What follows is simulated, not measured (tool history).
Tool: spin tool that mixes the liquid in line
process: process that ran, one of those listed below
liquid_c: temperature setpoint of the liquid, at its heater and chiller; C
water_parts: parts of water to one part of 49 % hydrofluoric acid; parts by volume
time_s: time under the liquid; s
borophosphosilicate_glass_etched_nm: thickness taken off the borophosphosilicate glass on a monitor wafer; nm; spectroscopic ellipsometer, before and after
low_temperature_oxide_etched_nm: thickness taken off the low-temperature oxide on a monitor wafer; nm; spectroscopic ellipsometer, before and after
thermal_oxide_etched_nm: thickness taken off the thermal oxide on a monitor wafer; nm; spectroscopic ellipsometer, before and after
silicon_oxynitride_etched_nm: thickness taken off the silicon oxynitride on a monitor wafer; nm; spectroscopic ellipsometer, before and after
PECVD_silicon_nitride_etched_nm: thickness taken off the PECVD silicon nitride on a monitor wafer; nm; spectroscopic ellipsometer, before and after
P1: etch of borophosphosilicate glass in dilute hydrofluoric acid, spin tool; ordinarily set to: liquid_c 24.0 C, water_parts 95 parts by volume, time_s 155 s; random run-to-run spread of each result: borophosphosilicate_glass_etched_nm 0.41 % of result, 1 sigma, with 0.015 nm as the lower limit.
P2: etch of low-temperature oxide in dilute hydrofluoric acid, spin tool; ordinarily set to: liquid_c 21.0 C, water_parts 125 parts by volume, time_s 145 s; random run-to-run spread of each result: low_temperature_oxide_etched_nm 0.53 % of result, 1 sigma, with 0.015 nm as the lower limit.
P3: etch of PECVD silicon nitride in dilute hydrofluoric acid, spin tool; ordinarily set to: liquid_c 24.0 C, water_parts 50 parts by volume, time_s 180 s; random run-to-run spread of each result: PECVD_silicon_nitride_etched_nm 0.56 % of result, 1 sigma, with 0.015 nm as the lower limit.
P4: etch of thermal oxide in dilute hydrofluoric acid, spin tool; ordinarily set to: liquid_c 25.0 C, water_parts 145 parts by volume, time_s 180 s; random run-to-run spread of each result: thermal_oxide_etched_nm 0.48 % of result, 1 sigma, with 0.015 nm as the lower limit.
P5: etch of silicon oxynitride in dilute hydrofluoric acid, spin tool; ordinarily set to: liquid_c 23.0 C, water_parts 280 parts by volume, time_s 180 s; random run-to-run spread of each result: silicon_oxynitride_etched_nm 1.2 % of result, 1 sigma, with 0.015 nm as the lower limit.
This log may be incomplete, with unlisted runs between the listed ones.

run   hour  process  liquid_c  water_parts  time_s  hours since the thermometer was replaced  hours since the hydrofluoric acid flow meter was replaced  borophosphosilicate_glass_etched_nm  low_temperature_oxide_etched_nm  thermal_oxide_etched_nm  silicon_oxynitride_etched_nm  PECVD_silicon_nitride_etched_nm
  1   11.1       P1      24.0           95     155                                    1350.7                                                      626.0                              52.5560
  2   22.6       P2      21.0          215     145                                    1362.2                                                      637.5                                                               12.1360
  3   35.1       P4      32.0          145     180                                    1374.7                                                      650.0                                                                                         7.2665
  4   46.8       P2      21.0          125     145                                    1386.4                                                      661.7                                                               22.7910
  5   56.7       P1      19.5           95      80                                    1396.3                                                      671.6                              22.7250
  6   64.2       P1      24.0           95     155                                    1403.8                                                      679.1                              52.8420
  7   70.6       P1      24.0           25     155                                    1410.2                                                      685.5                             219.4900
  8   79.2       P5      17.0          280     180                                    1418.8                                                      694.1                                                                                                                      1.54360
  9   86.1       P3      17.0           50     180                                    1425.7                                                      701.0                                                                                                                                                        6.6039
 10   93.1       P5      23.0          475     180                                    1432.7                                                      708.0                                                                                                                      0.98566
 11  101.4       P1      24.0           95     255                                    1441.0                                                      716.3                              86.9490
 12  110.1       P1      24.0           95     155                                    1449.7                                                      725.0                              52.5960
 13  121.6       P4      25.0          145      65                                    1461.2                                                      736.5                                                                                         2.0283
 14  135.2       P3      24.0           50     180                                    1474.8                                                      750.1                                                                                                                                                       10.7620
 15  144.8       P2      17.0          125     145                                    1484.4                                                      759.7                                                               19.4210
 16  153.5       P1      20.5           95     155                                    1493.1                                                      768.4                              46.0840
 17  167.2       P1      31.5           95     155                                    1506.8                                                      782.1                              70.5320
 18  173.7       P1      24.0          160     155                                    1513.3                                                      788.6                              29.0340
 19  180.9       P1      24.0           95     155                                    1520.5                                                      795.8                              52.7290
 20  193.8       P1      24.0           95      15                                    1533.4                                                      808.7                               5.1184
 21  204.6       P2      21.0          125     145                                    1544.2                                                      819.5                                                               22.9260
 22  217.1       P3      24.0           50     300                                    1556.7                                                      832.0                                                                                                                                                       17.8300
 23  226.8       P3      24.0           50     180                                    1566.4                                                      841.7                                                                                                                                                       10.6670
 24  240.9       P4      25.0          145     180                                    1580.5                                                      855.8                                                                                         5.6723
 25  250.4       P3      24.0           90     180                                    1590.0                                                      865.3                                                                                                                                                        6.0676
 26  264.0       P1      24.0           95     155                                    1603.6                                                      878.9                              52.7020
 27  270.6       P4      25.0           30     180                                    1610.2                                                      885.5                                                                                        31.4440
 28  279.3       P5      23.0          280     180                                    1618.9                                                      894.2                                                                                                                      1.98140
 29  287.3       P5      23.0          280     270                                    1626.9                                                      902.2                                                                                                                      2.94530
 30  294.8       P2      21.0          125      15                                    1634.4                                                      909.7                                                                2.4207
 31  305.6       P1      24.0           95     155                                    1645.2                                                      920.5                              52.8710
 32  314.9       P1      24.0           95     155                                    1654.5                                                      929.8                              54.5900
 33  323.1       P1      24.0           95     155                                    1662.7                                                      938.0                              55.3340
 34  330.7       P1      24.0           95     155                                    1670.3                                                      945.6                              55.8570
 35  337.7       P1      24.0           95     155                                    1677.3                                                      952.6                              56.4520
 36  348.9       P1      24.0           95     155                                    1688.5                                                      963.8                              56.8000
 37  360.6       P1      24.0           95     155                                    1700.2                                                      975.5                              57.0440
 38  374.5       P1      24.0           95     155                                    1714.1                                                      989.4                              57.1680
 39  381.6       P1      24.0           95     155                                    1721.2                                                      996.5                              57.8030
 40  391.0       P1      24.0           95     155                                    1730.6                                                     1005.9                              56.9800
 41  404.0       P1      24.0           95     155                                    1743.6                                                     1018.9                              57.1150

The output of P1 has drifted from where it used to be. Each of the 2 causes below, taken at the size shown beside it, accounts for the log equally well:
A: liquid hotter than its thermometer reads (K) = 2.21
B: hydrofluoric acid flow above the setpoint (%) = 8.08
The drift started at roughly hour 305.6.

Below are 4 check runs, each on a single wafer, with their results shown as question marks. Which of them would tell the listed causes apart, meaning the causes would give clearly different results under it?
check 1  417.0       P3      19.5           50     295                                                                                                                                                                                                                                                                  ?
check 2  417.0       P4      25.0           55     180                                                                                                                                                                                                   ?
check 3  417.0       P2      21.0          160      20                                                                                                                                                                          ?
check 4  417.0       P5      18.0          280     180                                                                                                                                                                                                                                 ?

How each check would come out, cause by cause:
  check                           result     if A     if B
check 1  PECVD_silicon_nitride_etched_nm  15.0170  13.8990
check 2          thermal_oxide_etched_nm  18.1830  18.0770
check 3  low_temperature_oxide_etched_nm   2.5850   2.5975
check 4     silicon_oxynitride_etched_nm  1.73540  1.71790
Minimum pairwise separation of causes per check, each pair taken at its best-separating result: check 1 7.74 %; check 2 0.58 %; check 3 0.48 %; check 4 1.02 %
Only check 1 tells the causes apart: in the others they would give nearly the same result.

Running check 1 produced the following: PECVD_silicon_nitride_etched_nm 15.0970 nm. Which one of the listed causes fits?

A is the cause: liquid hotter than its thermometer reads (K).
